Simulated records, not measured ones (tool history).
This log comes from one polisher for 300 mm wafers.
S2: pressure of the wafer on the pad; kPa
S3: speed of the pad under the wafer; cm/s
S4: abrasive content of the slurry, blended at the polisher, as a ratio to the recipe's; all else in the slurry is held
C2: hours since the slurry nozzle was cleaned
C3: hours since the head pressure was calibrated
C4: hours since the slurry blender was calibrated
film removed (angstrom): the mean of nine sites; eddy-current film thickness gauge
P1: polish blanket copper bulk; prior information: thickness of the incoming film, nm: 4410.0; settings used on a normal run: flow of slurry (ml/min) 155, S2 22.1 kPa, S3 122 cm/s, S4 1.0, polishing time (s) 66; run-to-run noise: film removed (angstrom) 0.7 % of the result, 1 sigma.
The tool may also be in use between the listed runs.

{"run": 1, "hour": 7.7, "flow of slurry (ml/min)": 155, "S2": 22.1, "S3": 122, "S4": 1.0, "polishing time (s)": 66, "wafers polished on this pad": 394, "C2": 110.7, "C3": 120.6, "C4": 133.9, "film removed (angstrom)": 8111.5}
{"hour": 12.5, "done": "head pressure recalibrated"}
{"run": 2, "hour": 13.6, "flow of slurry (ml/min)": 155, "S2": 22.1, "S3": 122, "S4": 1.0, "polishing time (s)": 66, "wafers polished on this pad": 446, "C2": 116.6, "C3": 1.1, "C4": 139.8, "film removed (angstrom)": 8111.5}
{"run": 3, "hour": 22.3, "flow of slurry (ml/min)": 155, "S2": 29.6, "S3": 122, "S4": 1.0, "polishing time (s)": 66, "wafers polished on this pad": 523, "C2": 125.3, "C3": 9.8, "C4": 148.5, "film removed (angstrom)": 10816.0}
{"run": 4, "hour": 29.9, "flow of slurry (ml/min)": 155, "S2": 22.1, "S3": 62, "S4": 1.0, "polishing time (s)": 66, "wafers polished on this pad": 591, "C2": 132.9, "C3": 17.4, "C4": 156.1, "film removed (angstrom)": 4180.1}
{"run": 5, "hour": 37.9, "flow of slurry (ml/min)": 95, "S2": 22.1, "S3": 122, "S4": 1.0, "polishing time (s)": 93, "wafers polished on this pad": 661, "C2": 140.9, "C3": 25.4, "C4": 164.1, "film removed (angstrom)": 10343.0}
{"run": 6, "hour": 45.1, "flow of slurry (ml/min)": 240, "S2": 27.6, "S3": 122, "S4": 1.0, "polishing time (s)": 66, "wafers polished on this pad": 725, "C2": 148.1, "C3": 32.6, "C4": 171.3, "film removed (angstrom)": 10943.0}
{"run": 7, "hour": 51.9, "flow of slurry (ml/min)": 155, "S2": 22.1, "S3": 122, "S4": 1.0, "polishing time (s)": 47, "wafers polished on this pad": 785, "C2": 154.9, "C3": 39.4, "C4": 178.1, "film removed (angstrom)": 5817.7}
{"run": 8, "hour": 59.3, "flow of slurry (ml/min)": 155, "S2": 11.7, "S3": 122, "S4": 1.0, "polishing time (s)": 66, "wafers polished on this pad": 851, "C2": 162.3, "C3": 46.8, "C4": 185.5, "film removed (angstrom)": 4331.2}
{"run": 9, "hour": 65.9, "flow of slurry (ml/min)": 155, "S2": 22.1, "S3": 122, "S4": 1.0, "polishing time (s)": 66, "wafers polished on this pad": 909, "C2": 168.9, "C3": 53.4, "C4": 192.1, "film removed (angstrom)": 8144.0}
{"run": 10, "hour": 71.0, "flow of slurry (ml/min)": 155, "S2": 22.1, "S3": 160, "S4": 1.0, "polishing time (s)": 66, "wafers polished on this pad": 954, "C2": 174.0, "C3": 58.5, "C4": 197.2, "film removed (angstrom)": 10646.0}
{"run": 11, "hour": 78.0, "flow of slurry (ml/min)": 155, "S2": 22.1, "S3": 122, "S4": 1.0, "polishing time (s)": 66, "wafers polished on this pad": 1016, "C2": 181.0, "C3": 65.5, "C4": 204.2, "film removed (angstrom)": 8103.7}
{"run": 12, "hour": 85.4, "flow of slurry (ml/min)": 155, "S2": 22.1, "S3": 122, "S4": 1.0, "polishing time (s)": 66, "wafers polished on this pad": 1082, "C2": 188.4, "C3": 72.9, "C4": 211.6, "film removed (angstrom)": 8164.6}
{"run": 13, "hour": 92.3, "flow of slurry (ml/min)": 110, "S2": 22.1, "S3": 122, "S4": 1.0, "polishing time (s)": 66, "wafers polished on this pad": 1143, "C2": 195.3, "C3": 79.8, "C4": 218.5, "film removed (angstrom)": 7581.7}
{"run": 14, "hour": 97.4, "flow of slurry (ml/min)": 155, "S2": 33.1, "S3": 158, "S4": 1.0, "polishing time (s)": 66, "wafers polished on this pad": 1188, "C2": 200.4, "C3": 84.9, "C4": 223.6, "film removed (angstrom)": 15991.0}
{"run": 15, "hour": 103.9, "flow of slurry (ml/min)": 155, "S2": 22.1, "S3": 122, "S4": 1.4, "polishing time (s)": 66, "wafers polished on this pad": 1246, "C2": 206.9, "C3": 91.4, "C4": 230.1, "film removed (angstrom)": 8747.3}
{"run": 16, "hour": 111.9, "flow of slurry (ml/min)": 155, "S2": 22.1, "S3": 122, "S4": 1.0, "polishing time (s)": 97, "wafers polished on this pad": 1316, "C2": 214.9, "C3": 99.4, "C4": 238.1, "film removed (angstrom)": 12026.0}
{"run": 17, "hour": 115.8, "flow of slurry (ml/min)": 210, "S2": 22.1, "S3": 122, "S4": 1.0, "polishing time (s)": 66, "wafers polished on this pad": 1351, "C2": 218.8, "C3": 103.3, "C4": 242.0, "film removed (angstrom)": 8590.3}
{"run": 18, "hour": 120.2, "flow of slurry (ml/min)": 155, "S2": 22.1, "S3": 122, "S4": 0.6, "polishing time (s)": 66, "wafers polished on this pad": 1390, "C2": 223.2, "C3": 107.7, "C4": 246.4, "film removed (angstrom)": 7317.8}
{"run": 19, "hour": 124.3, "flow of slurry (ml/min)": 155, "S2": 22.1, "S3": 122, "S4": 1.0, "polishing time (s)": 66, "wafers polished on this pad": 1426, "C2": 227.3, "C3": 111.8, "C4": 250.5, "film removed (angstrom)": 8277.3}
{"run": 20, "hour": 133.0, "flow of slurry (ml/min)": 155, "S2": 22.1, "S3": 122, "S4": 1.0, "polishing time (s)": 66, "wafers polished on this pad": 1503, "C2": 236.0, "C3": 120.5, "C4": 259.2, "film removed (angstrom)": 7805.7}
{"run": 21, "hour": 138.6, "flow of slurry (ml/min)": 155, "S2": 22.1, "S3": 122, "S4": 1.0, "polishing time (s)": 66, "wafers polished on this pad": 1553, "C2": 241.6, "C3": 126.1, "C4": 264.8, "film removed (angstrom)": 7740.2}
{"run": 22, "hour": 142.5, "flow of slurry (ml/min)": 155, "S2": 22.1, "S3": 122, "S4": 1.0, "polishing time (s)": 66, "wafers polished on this pad": 1587, "C2": 245.5, "C3": 130.0, "C4": 268.7, "film removed (angstrom)": 7522.2}
{"run": 23, "hour": 146.4, "flow of slurry (ml/min)": 155, "S2": 22.1, "S3": 122, "S4": 1.0, "polishing time (s)": 66, "wafers polished on this pad": 1622, "C2": 249.4, "C3": 133.9, "C4": 272.6, "film removed (angstrom)": 7610.3}
{"hour": 147.7, "done": "slurry blender recalibrated"}
{"run": 24, "hour": 151.8, "flow of slurry (ml/min)": 155, "S2": 22.1, "S3": 122, "S4": 1.0, "polishing time (s)": 66, "wafers polished on this pad": 1669, "C2": 254.8, "C3": 139.3, "C4": 4.1, "film removed (angstrom)": 7533.8}
{"hour": 157.9, "done": "worn pad replaced by a new one"}
{"run": 25, "hour": 158.9, "flow of slurry (ml/min)": 155, "S2": 22.1, "S3": 122, "S4": 1.0, "polishing time (s)": 66, "wafers polished on this pad": 9, "C2": 261.9, "C3": 146.4, "C4": 11.2, "film removed (angstrom)": 7495.8}
{"run": 26, "hour": 163.1, "flow of slurry (ml/min)": 155, "S2": 22.1, "S3": 122, "S4": 1.0, "polishing time (s)": 66, "wafers polished on this pad": 46, "C2": 266.1, "C3": 150.6, "C4": 15.4, "film removed (angstrom)": 7551.8}
{"run": 27, "hour": 171.0, "flow of slurry (ml/min)": 155, "S2": 22.1, "S3": 122, "S4": 1.0, "polishing time (s)": 66, "wafers polished on this pad": 116, "C2": 274.0, "C3": 158.5, "C4": 23.3, "film removed (angstrom)": 7474.2}
{"run": 28, "hour": 177.9, "flow of slurry (ml/min)": 155, "S2": 22.1, "S3": 122, "S4": 1.0, "polishing time (s)": 66, "wafers polished on this pad": 177, "C2": 280.9, "C3": 165.4, "C4": 30.2, "film removed (angstrom)": 7472.4}
{"run": 29, "hour": 186.4, "flow of slurry (ml/min)": 155, "S2": 22.1, "S3": 122, "S4": 1.0, "polishing time (s)": 66, "wafers polished on this pad": 253, "C2": 289.4, "C3": 173.9, "C4": 38.7, "film removed (angstrom)": 7432.4}

What P1 gives has crept away from where it was. These 2 causes fit the log equally well, each at the size given:
A: head's pressure below its setpoint, % = 8.78
B: slurry flow missing at the pad, % = 36
The creep began at about hour 124.3.
What rules out each remaining cause:
removal rate lost through wear of the pad, %: maintenance at hour 157.9, after the shift began, did not return the process to its former output
abrasive missing from the slurry, %: maintenance at hour 147.7, after the shift began, did not return the process to its former output

The list below offers 4 check runs, each averaging the results of 5 wafers, and shows each result as a question mark. For which of them would the listed causes give clearly different results?
{"run": "check 1", "hour": 194.9, "flow of slurry (ml/min)": 120, "S2": 22.1, "S3": 122, "S4": 1.0, "polishing time (s)": 49, "film removed (angstrom)": "?"}
{"run": "check 2", "hour": 194.9, "flow of slurry (ml/min)": 155, "S2": 22.1, "S3": 122, "S4": 1.25, "polishing time (s)": 66, "film removed (angstrom)": "?"}
{"run": "check 3", "hour": 194.9, "flow of slurry (ml/min)": 155, "S2": 22.1, "S3": 122, "S4": 0.75, "polishing time (s)": 66, "film removed (angstrom)": "?"}
{"run": "check 4", "hour": 194.9, "flow of slurry (ml/min)": 155, "S2": 22.1, "S3": 86, "S4": 1.0, "polishing time (s)": 66, "film removed (angstrom)": "?"}

How each check would come out, cause by cause:
check=check_1 result=film_removed_(angstrom) if_A=5264.2 if_B=5142.6
check=check_2 result=film_removed_(angstrom) if_A=7809.1 if_B=7809.9
check=check_3 result=film_removed_(angstrom) if_A=7002.5 if_B=7003.2
check=check_4 result=film_removed_(angstrom) if_A=5244.5 if_B=5245.0
Minimum pairwise separation of causes per check, each pair taken at its best-separating result: check 1 2.34 %; check 2 0.01 %; check 3 0.01 %; check 4 0.01 %
Only in check 1 would the causes give clearly different results; in the remaining checks their results would be nearly the same.

With check 1 done, the readings were: film removed (angstrom) 5267.4. Identify which of the listed causes applies.

The correct cause is A, namely: head's pressure below its setpoint, %.
